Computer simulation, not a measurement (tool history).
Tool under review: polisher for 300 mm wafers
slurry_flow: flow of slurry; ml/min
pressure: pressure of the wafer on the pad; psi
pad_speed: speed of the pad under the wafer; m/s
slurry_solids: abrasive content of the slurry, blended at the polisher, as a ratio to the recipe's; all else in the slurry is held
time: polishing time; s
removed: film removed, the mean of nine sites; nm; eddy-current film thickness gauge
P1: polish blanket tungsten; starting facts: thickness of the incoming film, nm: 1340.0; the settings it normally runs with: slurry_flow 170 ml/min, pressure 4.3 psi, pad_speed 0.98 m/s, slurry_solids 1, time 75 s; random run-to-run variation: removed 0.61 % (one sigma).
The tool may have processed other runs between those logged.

run,hour,slurry_flow,pressure,pad_speed,slurry_solids,time,removed
1,15.6,170,4.3,0.98,1,75,397.6
2,28.3,260,4.3,1.24,1,75,537.22
3,39.4,170,4.3,0.98,0.5,75,337.93
4,57.7,170,4.3,0.98,0.6,51,240.12
5,70.1,170,4.3,0.98,1.5,75,430.88
6,80.1,170,4.3,0.98,1,114,606.4
7,89.3,170,3.1,0.98,1,75,286.64
8,100.1,170,4.3,0.5,1,75,202.39
9,116,170,4.3,0.98,1,75,394.8
10,125.1,230,4.3,0.98,1,75,412.16
11,134.4,170,4.3,1.46,1,75,592.71
12,145.8,170,4.3,0.98,1,75,397.73
13,163.9,100,4.3,0.98,1,75,352.73
14,177.5,170,4.3,0.98,1,54,287.74
15,196,170,6.8,0.98,1,75,625.04
16,205.1,170,4.3,0.98,1,75,395.4
17,219.5,170,4.3,0.98,1,75,398.85
18,234.7,170,4.3,1.3,1,95,668.96
19,243.7,170,4.3,0.98,1,75,393.77
20,262.7,170,4.3,0.98,1,75,386.67
21,280.5,170,4.3,0.98,1,75,375.1

Predict the results of run 22:
22,296,170,4.3,0.98,1,75,?

Run 22 came out at removed 369.21 nm.

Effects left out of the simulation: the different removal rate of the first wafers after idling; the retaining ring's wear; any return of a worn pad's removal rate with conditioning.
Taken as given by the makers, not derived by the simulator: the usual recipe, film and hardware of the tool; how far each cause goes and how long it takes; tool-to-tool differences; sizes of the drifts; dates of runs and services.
